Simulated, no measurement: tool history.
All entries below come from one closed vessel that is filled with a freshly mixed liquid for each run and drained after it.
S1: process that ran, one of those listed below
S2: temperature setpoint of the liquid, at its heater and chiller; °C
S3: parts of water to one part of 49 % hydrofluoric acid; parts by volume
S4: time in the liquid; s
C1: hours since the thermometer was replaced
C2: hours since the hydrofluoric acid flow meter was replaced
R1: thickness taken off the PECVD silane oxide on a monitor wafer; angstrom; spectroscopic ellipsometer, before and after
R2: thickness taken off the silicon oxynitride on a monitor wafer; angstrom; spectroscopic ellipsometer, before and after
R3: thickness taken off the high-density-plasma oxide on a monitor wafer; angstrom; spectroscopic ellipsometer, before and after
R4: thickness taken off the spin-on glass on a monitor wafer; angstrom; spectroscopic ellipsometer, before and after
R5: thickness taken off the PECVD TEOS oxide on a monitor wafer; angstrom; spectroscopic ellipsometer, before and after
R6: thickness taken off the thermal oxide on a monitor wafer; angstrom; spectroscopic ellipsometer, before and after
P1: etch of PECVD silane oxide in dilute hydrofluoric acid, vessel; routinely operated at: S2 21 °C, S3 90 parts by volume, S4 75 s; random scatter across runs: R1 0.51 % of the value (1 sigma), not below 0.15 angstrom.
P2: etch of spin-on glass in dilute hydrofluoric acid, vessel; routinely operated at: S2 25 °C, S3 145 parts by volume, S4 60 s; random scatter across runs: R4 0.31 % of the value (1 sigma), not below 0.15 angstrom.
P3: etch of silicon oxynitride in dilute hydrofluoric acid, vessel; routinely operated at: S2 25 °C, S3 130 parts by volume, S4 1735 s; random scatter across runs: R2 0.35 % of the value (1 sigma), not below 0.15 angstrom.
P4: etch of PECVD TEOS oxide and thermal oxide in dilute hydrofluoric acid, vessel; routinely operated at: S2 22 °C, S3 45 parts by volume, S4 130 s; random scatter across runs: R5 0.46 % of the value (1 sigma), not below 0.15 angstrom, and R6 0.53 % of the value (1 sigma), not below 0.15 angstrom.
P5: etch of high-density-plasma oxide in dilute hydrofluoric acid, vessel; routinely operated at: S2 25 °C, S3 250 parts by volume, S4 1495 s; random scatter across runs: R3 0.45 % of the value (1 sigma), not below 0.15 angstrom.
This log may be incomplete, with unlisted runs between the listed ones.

{"run": 1, "hour": 3.9, "S1": "P1", "S2": 21, "S3": 90, "S4": 75, "C1": 1204.5, "C2": 210.6, "R1": 185.2}
{"run": 2, "hour": 10.2, "S1": "P3", "S2": 33, "S3": 130, "S4": 1735, "C1": 1210.8, "C2": 216.9, "R2": 405.09}
{"run": 3, "hour": 15.2, "S1": "P1", "S2": 17, "S3": 90, "S4": 75, "C1": 1215.8, "C2": 221.9, "R1": 155.18}
{"run": 4, "hour": 18.6, "S1": "P1", "S2": 21, "S3": 90, "S4": 30, "C1": 1219.2, "C2": 225.3, "R1": 74.171}
{"run": 5, "hour": 22.6, "S1": "P3", "S2": 25, "S3": 130, "S4": 2990, "C1": 1223.2, "C2": 229.3, "R2": 491.75}
{"run": 6, "hour": 27.9, "S1": "P1", "S2": 21, "S3": 90, "S4": 75, "C1": 1228.5, "C2": 234.6, "R1": 183.15}
{"run": 7, "hour": 32.8, "S1": "P5", "S2": 25, "S3": 250, "S4": 1495, "C1": 1233.4, "C2": 239.5, "R3": 350.49}
{"run": 8, "hour": 38.0, "S1": "P2", "S2": 25, "S3": 145, "S4": 30, "C1": 1238.6, "C2": 244.7, "R4": 93.555}
{"run": 9, "hour": 41.5, "S1": "P1", "S2": 21, "S3": 90, "S4": 130, "C1": 1242.1, "C2": 248.2, "R1": 318.93}
{"run": 10, "hour": 46.7, "S1": "P3", "S2": 25, "S3": 240, "S4": 1735, "C1": 1247.3, "C2": 253.4, "R2": 141.35}
{"hour": 47.8, "done": "thermometer replaced"}
{"run": 11, "hour": 51.1, "S1": "P3", "S2": 25, "S3": 130, "S4": 1735, "C1": 3.3, "C2": 257.8, "R2": 285.01}
{"run": 12, "hour": 57.4, "S1": "P2", "S2": 25, "S3": 145, "S4": 60, "C1": 9.6, "C2": 264.1, "R4": 186.87}
{"run": 13, "hour": 63.0, "S1": "P4", "S2": 17, "S3": 45, "S4": 130, "C1": 15.2, "C2": 269.7, "R5": 457.62, "R6": 107.4}
{"run": 14, "hour": 66.2, "S1": "P1", "S2": 21, "S3": 125, "S4": 75, "C1": 18.4, "C2": 272.9, "R1": 126.33}
{"run": 15, "hour": 71.9, "S1": "P5", "S2": 25, "S3": 450, "S4": 1495, "C1": 24.1, "C2": 278.6, "R3": 160.81}
{"run": 16, "hour": 75.6, "S1": "P1", "S2": 21, "S3": 90, "S4": 75, "C1": 27.8, "C2": 282.3, "R1": 183.42}
{"run": 17, "hour": 81.4, "S1": "P2", "S2": 25, "S3": 145, "S4": 60, "C1": 33.6, "C2": 288.1, "R4": 187}
{"run": 18, "hour": 84.5, "S1": "P2", "S2": 25, "S3": 40, "S4": 60, "C1": 36.7, "C2": 291.2, "R4": 773.83}
{"run": 19, "hour": 91.2, "S1": "P5", "S2": 25, "S3": 250, "S4": 390, "C1": 43.4, "C2": 297.9, "R3": 90.603}
{"run": 20, "hour": 95.1, "S1": "P1", "S2": 21, "S3": 160, "S4": 35, "C1": 47.3, "C2": 301.8, "R1": 44.811}
{"run": 21, "hour": 98.5, "S1": "P4", "S2": 22, "S3": 45, "S4": 190, "C1": 50.7, "C2": 305.2, "R5": 826.58, "R6": 194.74}
{"run": 22, "hour": 103.2, "S1": "P1", "S2": 29, "S3": 90, "S4": 75, "C1": 55.4, "C2": 309.9, "R1": 253.95}
{"run": 23, "hour": 107.0, "S1": "P1", "S2": 21, "S3": 90, "S4": 75, "C1": 59.2, "C2": 313.7, "R1": 183.88}
{"run": 24, "hour": 111.9, "S1": "P1", "S2": 21, "S3": 90, "S4": 75, "C1": 64.1, "C2": 318.6, "R1": 184.32}

Estimate the outcome of run 25 from the log above:
{"run": 25, "hour": 117.4, "S1": "P2", "S2": 17, "S3": 145, "S4": 60, "C1": 69.6, "C2": 324.1, "R4": "?"}

{"run 25": {"R4": 135.73}}
